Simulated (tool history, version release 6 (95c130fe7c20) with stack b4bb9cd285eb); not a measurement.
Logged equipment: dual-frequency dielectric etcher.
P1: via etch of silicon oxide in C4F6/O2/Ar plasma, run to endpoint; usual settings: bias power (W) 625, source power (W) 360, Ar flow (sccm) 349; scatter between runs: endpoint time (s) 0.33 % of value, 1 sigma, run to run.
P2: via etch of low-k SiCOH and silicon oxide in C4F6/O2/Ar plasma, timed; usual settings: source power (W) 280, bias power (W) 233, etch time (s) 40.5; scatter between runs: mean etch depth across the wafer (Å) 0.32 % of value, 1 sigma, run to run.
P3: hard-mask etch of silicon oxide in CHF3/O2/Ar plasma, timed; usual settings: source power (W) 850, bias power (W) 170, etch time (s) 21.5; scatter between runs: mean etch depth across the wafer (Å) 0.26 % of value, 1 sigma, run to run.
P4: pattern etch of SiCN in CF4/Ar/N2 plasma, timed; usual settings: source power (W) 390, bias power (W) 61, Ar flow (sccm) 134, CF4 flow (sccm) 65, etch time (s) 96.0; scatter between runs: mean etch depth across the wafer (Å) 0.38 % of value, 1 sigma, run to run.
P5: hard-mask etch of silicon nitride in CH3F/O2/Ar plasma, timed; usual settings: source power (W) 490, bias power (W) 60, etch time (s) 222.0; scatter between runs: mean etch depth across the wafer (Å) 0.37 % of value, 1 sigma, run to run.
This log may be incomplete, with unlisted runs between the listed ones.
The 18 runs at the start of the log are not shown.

run	hour	process that ran	bias power (W)	source power (W)	Ar flow (sccm)	etch time (s)	CF4 flow (sccm)	endpoint time (s)	mean etch depth across the wafer (Å)
19	129.9	P1	455	490	349			41.159	
20	138.3	P4	61	390	134	96.0	48		597.09
21	143.1	P1	797	360	349			37.455	
22	150.4	P1	625	360	349			41.289	
23	155.5	P1	625	360	349			41.275	
24	162.5	P1	625	360	349			41.396	
25	169.0	P2	233	280		40.5			989.91
26	173.2	P3	120	850		21.5			417.54
27	180.2	P4	61	550	134	96.0	65		854.63
28	186.0	P4	40	390	134	96.0	65		548.29
29	192.5	P3	170	850		21.5			464.78
30	200.2	P1	625	260	349			46.354	
31	205.6	P5	82	490		222.0			1673.00
32	211.0	P1	625	360	349			41.437	

Predict the results of run 33:
# hour 213.8: Ar flow controller replaced
33	217.8	P1	625	360	212			?	

endpoint time (s): 38.982
